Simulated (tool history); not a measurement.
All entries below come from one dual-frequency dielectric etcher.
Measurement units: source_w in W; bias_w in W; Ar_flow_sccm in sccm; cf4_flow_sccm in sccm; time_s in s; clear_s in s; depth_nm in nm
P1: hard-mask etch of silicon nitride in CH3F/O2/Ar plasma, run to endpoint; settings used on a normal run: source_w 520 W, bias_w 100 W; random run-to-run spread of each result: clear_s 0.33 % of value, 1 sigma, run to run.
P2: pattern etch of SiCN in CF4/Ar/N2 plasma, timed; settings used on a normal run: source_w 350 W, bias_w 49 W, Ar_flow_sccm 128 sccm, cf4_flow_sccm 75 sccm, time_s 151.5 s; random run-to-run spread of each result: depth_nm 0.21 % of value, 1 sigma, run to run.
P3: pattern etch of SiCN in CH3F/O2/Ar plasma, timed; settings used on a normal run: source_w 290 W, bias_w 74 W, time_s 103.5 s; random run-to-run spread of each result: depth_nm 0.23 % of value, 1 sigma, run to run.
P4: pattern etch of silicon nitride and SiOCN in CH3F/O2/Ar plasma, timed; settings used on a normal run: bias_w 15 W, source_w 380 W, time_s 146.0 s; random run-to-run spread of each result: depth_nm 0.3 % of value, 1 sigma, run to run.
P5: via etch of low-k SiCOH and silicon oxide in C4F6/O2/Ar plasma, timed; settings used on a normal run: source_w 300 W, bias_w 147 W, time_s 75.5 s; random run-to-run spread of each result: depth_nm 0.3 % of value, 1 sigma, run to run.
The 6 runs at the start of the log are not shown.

| run | hour | process | source_w | bias_w | Ar_flow_sccm | cf4_flow_sccm | time_s | clear_s | depth_nm |
|---|---|---|---|---|---|---|---|---|---|
| 7 | 45.9 | P3 | 290 | 92 |  |  | 103.5 |  | 36.866 |
| 8 | 51.1 | P1 | 360 | 100 |  |  |  | 37.233 |  |
| 9 | 59.4 | P2 | 430 | 49 | 128 | 75 | 151.5 |  | 106.010 |
| 10 | 68.9 | P1 | 720 | 125 |  |  |  | 26.550 |  |
| 11 | 74.8 | P4 | 380 | 15 |  |  | 146.0 |  | 15.890 |
| 12 | 81.4 | P5 | 400 | 147 |  |  | 75.5 |  | 204.660 |
| 13 | 90.3 | P1 | 520 | 100 |  |  |  | 32.848 |  |
| 14 | 96.6 | P2 | 350 | 49 | 128 | 75 | 151.5 |  | 88.685 |
| 15 | 105.5 | P5 | 300 | 147 |  |  | 53.5 |  | 129.970 |
| 16 | 111.3 | P3 | 220 | 74 |  |  | 103.5 |  | 30.727 |
| 17 | 120.4 | P4 | 540 | 15 |  |  | 146.0 |  | 17.990 |
| 18 | 128.9 | P1 | 520 | 100 |  |  |  | 32.632 |  |
| 19 | 135.0 | P1 | 520 | 100 |  |  |  | 32.431 |  |
| 20 | 142.0 | P1 | 520 | 100 |  |  |  | 32.622 |  |
| 21 | 147.3 | P1 | 620 | 100 |  |  |  | 30.420 |  |
| 22 | 155.7 | P1 | 620 | 65 |  |  |  | 35.219 |  |
| 23 | 161.1 | P2 | 350 | 49 | 128 | 75 | 205.5 |  | 120.370 |

Estimate the outcome of run 24 from the log above:
| 24 | 167.7 | P1 | 520 | 100 |  |  |  | ? |  |

{"run 24": {"clear_s": 32.603}}
